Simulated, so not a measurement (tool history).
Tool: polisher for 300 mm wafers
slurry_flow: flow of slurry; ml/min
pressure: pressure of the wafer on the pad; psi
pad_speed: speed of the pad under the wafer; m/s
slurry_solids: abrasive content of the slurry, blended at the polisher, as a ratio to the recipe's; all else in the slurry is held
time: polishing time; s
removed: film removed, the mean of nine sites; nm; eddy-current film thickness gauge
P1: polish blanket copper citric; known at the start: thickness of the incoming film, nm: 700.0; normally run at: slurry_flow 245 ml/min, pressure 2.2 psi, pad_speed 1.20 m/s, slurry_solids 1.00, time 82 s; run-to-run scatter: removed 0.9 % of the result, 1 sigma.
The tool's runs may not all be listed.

run	day	slurry_flow	pressure	pad_speed	slurry_solids	time	removed
1	0.117	245	2.2	1.20	1.00	82	132.140
2	0.225	245	2.2	1.20	1.00	82	131.040
3	0.404	245	2.2	0.58	1.00	82	66.794
4	0.558	245	3.1	1.20	1.00	82	185.740
5	0.662	375	2.2	1.20	1.45	82	149.280
6	0.825	245	2.2	1.20	0.70	82	122.810
7	0.912	360	2.2	1.20	1.00	82	136.070
8	1.071	245	2.2	1.20	1.00	82	132.460
9	1.162	245	2.2	1.20	1.45	82	141.650
10	1.275	245	2.2	1.20	1.00	82	133.590
# day 1.379: slurry blender recalibrated
11	1.379	245	2.2	1.66	1.30	82	192.190
12	1.500	245	2.2	1.70	1.00	82	187.220
13	1.583	145	2.2	1.20	1.00	82	123.610
14	1.667	245	1.3	1.20	1.00	82	80.208
15	1.775	245	2.2	1.20	1.00	37	58.951
16	1.921	245	2.2	1.20	1.00	118	189.130
# day 2.000: slurry nozzle cleaned
17	2.008	245	2.2	1.20	1.00	82	131.870
18	2.117	245	2.2	1.20	1.00	82	133.020
19	2.296	245	2.2	1.20	1.00	82	131.960
20	2.433	245	2.2	1.20	1.00	82	130.860
21	2.621	245	2.2	1.20	1.00	82	130.140
22	2.721	245	2.2	1.20	1.00	82	124.340
# day 2.904: head pressure recalibrated
23	2.908	245	2.2	1.20	1.00	82	126.220
# day 2.917: worn pad replaced by a new one
24	3.021	245	2.2	1.20	1.00	82	123.520
25	3.117	245	2.2	1.20	1.00	82	123.560
26	3.238	245	2.2	1.20	1.00	82	122.520
27	3.408	245	2.2	1.20	1.00	82	122.150
28	3.500	245	2.2	1.20	1.00	82	124.210

What P1 gives has crept away from where it was. These 2 causes fit the log equally well, each at the size given:
A: abrasive missing from the slurry, % = 28.2
B: slurry flow missing at the pad, % = 39.2
The creep began at about day 2.296.
Why every other cause is out:
removal rate lost through wear of the pad, %: serviced at day 2.917, which brought nothing back
head's pressure below its setpoint, %: serviced at day 2.904, which brought nothing back

4 check runs are offered, each on 3 wafers whose results are averaged, their results left as question marks. Which one tells the causes apart?
check 1	3.592	245	2.2	0.88	1.00	82	?
check 2	3.592	245	2.2	1.20	1.25	82	?
check 3	3.592	245	2.2	0.90	1.00	102	?
check 4	3.592	145	2.2	1.20	1.00	82	?

What each check would give under each cause:
check	result	if A	if B
check 1	removed	91.336	91.358
check 2	removed	129.200	129.480
check 3	removed	116.100	116.130
check 4	removed	114.520	109.760
How far apart the two closest causes lie, in the result that separates them most: check 1 0.02 %; check 2 0.21 %; check 3 0.02 %; check 4 4.25 %
Check 4 tells the causes apart: in the others they would give nearly the same result.

Check 4 was then run and gave: removed 109.440 nm. Which cause is it?

It is B: slurry flow missing at the pad, %.

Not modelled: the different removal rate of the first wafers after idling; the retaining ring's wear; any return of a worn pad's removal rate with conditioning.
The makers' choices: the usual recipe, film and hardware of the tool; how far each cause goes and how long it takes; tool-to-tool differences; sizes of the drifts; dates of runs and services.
